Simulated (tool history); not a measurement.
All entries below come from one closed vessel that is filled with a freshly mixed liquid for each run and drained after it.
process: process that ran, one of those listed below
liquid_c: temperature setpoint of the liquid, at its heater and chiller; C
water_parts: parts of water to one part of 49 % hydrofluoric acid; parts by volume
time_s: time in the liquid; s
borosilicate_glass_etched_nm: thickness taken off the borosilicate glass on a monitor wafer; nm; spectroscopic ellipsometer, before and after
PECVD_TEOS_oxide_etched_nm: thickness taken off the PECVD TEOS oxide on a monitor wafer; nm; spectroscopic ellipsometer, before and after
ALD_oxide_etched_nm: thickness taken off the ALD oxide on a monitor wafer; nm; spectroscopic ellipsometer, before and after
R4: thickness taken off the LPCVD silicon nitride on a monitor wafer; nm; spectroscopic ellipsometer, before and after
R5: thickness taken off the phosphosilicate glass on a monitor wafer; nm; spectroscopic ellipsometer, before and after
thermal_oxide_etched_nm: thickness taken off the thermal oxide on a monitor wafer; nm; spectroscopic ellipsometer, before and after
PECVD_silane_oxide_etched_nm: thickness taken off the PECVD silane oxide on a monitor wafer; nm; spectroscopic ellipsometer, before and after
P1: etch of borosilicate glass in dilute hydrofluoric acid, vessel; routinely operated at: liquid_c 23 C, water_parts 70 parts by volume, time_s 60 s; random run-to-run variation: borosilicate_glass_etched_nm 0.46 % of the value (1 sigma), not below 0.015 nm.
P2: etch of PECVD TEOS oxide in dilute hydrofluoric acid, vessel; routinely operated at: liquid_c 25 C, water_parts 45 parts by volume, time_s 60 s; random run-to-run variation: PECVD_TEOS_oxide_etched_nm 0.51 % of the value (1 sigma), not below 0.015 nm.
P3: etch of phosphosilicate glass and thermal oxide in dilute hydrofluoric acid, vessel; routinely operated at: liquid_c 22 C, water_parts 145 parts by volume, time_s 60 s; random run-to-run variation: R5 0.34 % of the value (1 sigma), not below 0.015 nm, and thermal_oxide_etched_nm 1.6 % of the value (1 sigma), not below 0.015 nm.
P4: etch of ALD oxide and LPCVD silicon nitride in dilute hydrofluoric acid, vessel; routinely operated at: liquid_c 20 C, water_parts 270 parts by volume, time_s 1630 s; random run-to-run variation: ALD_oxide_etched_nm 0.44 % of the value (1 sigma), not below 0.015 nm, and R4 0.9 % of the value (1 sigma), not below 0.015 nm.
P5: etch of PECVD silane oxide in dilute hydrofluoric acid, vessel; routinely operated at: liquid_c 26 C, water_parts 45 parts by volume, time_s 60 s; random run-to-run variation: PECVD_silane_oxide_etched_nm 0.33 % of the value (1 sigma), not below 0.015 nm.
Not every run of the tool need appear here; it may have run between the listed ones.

{"run": 1, "day": 0.304, "process": "P1", "liquid_c": 23, "water_parts": 70, "time_s": 60, "borosilicate_glass_etched_nm": 31.801}
{"run": 2, "day": 0.542, "process": "P1", "liquid_c": 23, "water_parts": 70, "time_s": 60, "borosilicate_glass_etched_nm": 31.992}
{"run": 3, "day": 0.717, "process": "P1", "liquid_c": 23, "water_parts": 30, "time_s": 60, "borosilicate_glass_etched_nm": 78.456}
{"run": 4, "day": 0.967, "process": "P1", "liquid_c": 23, "water_parts": 130, "time_s": 60, "borosilicate_glass_etched_nm": 16.025}
{"run": 5, "day": 1.267, "process": "P1", "liquid_c": 23, "water_parts": 70, "time_s": 60, "borosilicate_glass_etched_nm": 32.078}
{"run": 6, "day": 1.4, "process": "P1", "liquid_c": 23, "water_parts": 95, "time_s": 30, "borosilicate_glass_etched_nm": 11.404}
{"run": 7, "day": 1.633, "process": "P2", "liquid_c": 25, "water_parts": 45, "time_s": 60, "PECVD_TEOS_oxide_etched_nm": 12.292}
{"run": 8, "day": 1.867, "process": "P4", "liquid_c": 20, "water_parts": 495, "time_s": 1630, "ALD_oxide_etched_nm": 18.88, "R4": 1.5369}
{"run": 9, "day": 2.017, "process": "P1", "liquid_c": 23, "water_parts": 70, "time_s": 30, "borosilicate_glass_etched_nm": 16.025}
{"run": 10, "day": 2.196, "process": "P3", "liquid_c": 22, "water_parts": 145, "time_s": 30, "R5": 23.306, "thermal_oxide_etched_nm": 0.8364}
{"run": 11, "day": 2.471, "process": "P2", "liquid_c": 25, "water_parts": 20, "time_s": 60, "PECVD_TEOS_oxide_etched_nm": 28.922}
{"run": 12, "day": 2.688, "process": "P3", "liquid_c": 30, "water_parts": 145, "time_s": 60, "R5": 62.892, "thermal_oxide_etched_nm": 2.1853}
{"run": 13, "day": 2.825, "process": "P1", "liquid_c": 23, "water_parts": 70, "time_s": 60, "borosilicate_glass_etched_nm": 31.906}
{"run": 14, "day": 3.075, "process": "P3", "liquid_c": 22, "water_parts": 145, "time_s": 60, "R5": 46.5, "thermal_oxide_etched_nm": 1.62}
{"run": 15, "day": 3.283, "process": "P2", "liquid_c": 25, "water_parts": 45, "time_s": 105, "PECVD_TEOS_oxide_etched_nm": 21.652}
{"run": 16, "day": 3.492, "process": "P5", "liquid_c": 26, "water_parts": 45, "time_s": 95, "PECVD_silane_oxide_etched_nm": 36.329}
{"run": 17, "day": 3.7, "process": "P5", "liquid_c": 26, "water_parts": 20, "time_s": 60, "PECVD_silane_oxide_etched_nm": 53.273}
{"run": 18, "day": 4.0, "process": "P4", "liquid_c": 20, "water_parts": 270, "time_s": 1630, "ALD_oxide_etched_nm": 41.845, "R4": 2.7202}
{"run": 19, "day": 4.179, "process": "P4", "liquid_c": 20, "water_parts": 270, "time_s": 3260, "ALD_oxide_etched_nm": 83.395, "R4": 5.4517}
{"run": 20, "day": 4.425, "process": "P1", "liquid_c": 18.5, "water_parts": 70, "time_s": 60, "borosilicate_glass_etched_nm": 26.316}
{"run": 21, "day": 4.662, "process": "P3", "liquid_c": 22, "water_parts": 220, "time_s": 60, "R5": 28.259, "thermal_oxide_etched_nm": 1.0043}
{"run": 22, "day": 4.804, "process": "P1", "liquid_c": 27.5, "water_parts": 70, "time_s": 60, "borosilicate_glass_etched_nm": 38.327}
{"run": 23, "day": 4.967, "process": "P1", "liquid_c": 23, "water_parts": 70, "time_s": 95, "borosilicate_glass_etched_nm": 50.754}
{"run": 24, "day": 5.162, "process": "P5", "liquid_c": 26, "water_parts": 45, "time_s": 60, "PECVD_silane_oxide_etched_nm": 22.965}
{"run": 25, "day": 5.383, "process": "P5", "liquid_c": 26, "water_parts": 45, "time_s": 60, "PECVD_silane_oxide_etched_nm": 22.82}
{"run": 26, "day": 5.554, "process": "P4", "liquid_c": 28, "water_parts": 270, "time_s": 1630, "ALD_oxide_etched_nm": 55.453, "R4": 4.4416}
{"run": 27, "day": 5.779, "process": "P2", "liquid_c": 25, "water_parts": 45, "time_s": 60, "PECVD_TEOS_oxide_etched_nm": 12.294}
{"run": 28, "day": 6.083, "process": "P2", "liquid_c": 29.5, "water_parts": 45, "time_s": 60, "PECVD_TEOS_oxide_etched_nm": 14.759}
{"run": 29, "day": 6.271, "process": "P1", "liquid_c": 23, "water_parts": 30, "time_s": 30, "borosilicate_glass_etched_nm": 39.306}
{"run": 30, "day": 6.529, "process": "P1", "liquid_c": 23, "water_parts": 70, "time_s": 60, "borosilicate_glass_etched_nm": 31.887}
{"run": 31, "day": 6.788, "process": "P5", "liquid_c": 21, "water_parts": 45, "time_s": 60, "PECVD_silane_oxide_etched_nm": 18.563}
{"run": 32, "day": 7.025, "process": "P1", "liquid_c": 23, "water_parts": 70, "time_s": 60, "borosilicate_glass_etched_nm": 32.024}
{"run": 33, "day": 7.283, "process": "P1", "liquid_c": 23, "water_parts": 70, "time_s": 60, "borosilicate_glass_etched_nm": 31.284}
{"run": 34, "day": 7.567, "process": "P1", "liquid_c": 23, "water_parts": 70, "time_s": 60, "borosilicate_glass_etched_nm": 30.94}
{"run": 35, "day": 7.717, "process": "P1", "liquid_c": 23, "water_parts": 70, "time_s": 60, "borosilicate_glass_etched_nm": 30.588}
{"run": 36, "day": 8.025, "process": "P1", "liquid_c": 23, "water_parts": 70, "time_s": 60, "borosilicate_glass_etched_nm": 30.432}
{"run": 37, "day": 8.304, "process": "P1", "liquid_c": 23, "water_parts": 70, "time_s": 60, "borosilicate_glass_etched_nm": 30.509}
{"run": 38, "day": 8.575, "process": "P1", "liquid_c": 23, "water_parts": 70, "time_s": 60, "borosilicate_glass_etched_nm": 30.206}
{"run": 39, "day": 8.762, "process": "P1", "liquid_c": 23, "water_parts": 70, "time_s": 60, "borosilicate_glass_etched_nm": 30.374}
{"run": 40, "day": 9.025, "process": "P1", "liquid_c": 23, "water_parts": 70, "time_s": 60, "borosilicate_glass_etched_nm": 30.099}
{"run": 41, "day": 9.292, "process": "P1", "liquid_c": 23, "water_parts": 70, "time_s": 60, "borosilicate_glass_etched_nm": 30.262}

P1 has crept away from where it was. The log is fitted equally well by each of these 2 causes, at the sizes shown:
A: liquid colder than its thermometer reads (K) = 1.42
B: hydrofluoric acid flow below the setpoint (%) = 5.19
The drift started at roughly day 7.025.

Question marks stand in for the results of the 4 check runs listed below, each run on one wafer. Under which run would the listed causes show clearly different results?
{"run": "check 1", "day": 9.558, "process": "P3", "liquid_c": 25, "water_parts": 145, "time_s": 60, "R5": "?", "thermal_oxide_etched_nm": "?"}
{"run": "check 2", "day": 9.558, "process": "P5", "liquid_c": 22.5, "water_parts": 25, "time_s": 60, "PECVD_silane_oxide_etched_nm": "?"}
{"run": "check 3", "day": 9.558, "process": "P2", "liquid_c": 29.5, "water_parts": 45, "time_s": 60, "PECVD_TEOS_oxide_etched_nm": "?"}
{"run": "check 4", "day": 9.558, "process": "P4", "liquid_c": 28, "water_parts": 455, "time_s": 1630, "ALD_oxide_etched_nm": "?", "R4": "?"}

Predicted outcomes, by check and by cause:
check=check_1 result=R5 if_A=49.411 if_B=49.003
check=check_1 result=thermal_oxide_etched_nm if_A=1.731 if_B=1.7167
check=check_2 result=PECVD_silane_oxide_etched_nm if_A=34.456 if_B=34.647
check=check_3 result=PECVD_TEOS_oxide_etched_nm if_A=13.953 if_B=13.947
check=check_4 result=ALD_oxide_etched_nm if_A=26.229 if_B=25.383
check=check_4 result=R4 if_A=2.4291 if_B=2.4916
Minimum pairwise separation of causes per check, each pair taken at its best-separating result: check 1 0.83 %; check 2 0.55 %; check 3 0.05 %; check 4 3.28 %
Check 4 is the one run that separates the causes; every other check would come out nearly the same whichever cause is at work.

Here is what check 4 returned: ALD_oxide_etched_nm 26.036 nm; R4 2.459 nm. Which cause is it?

It is A: liquid colder than its thermometer reads (K).
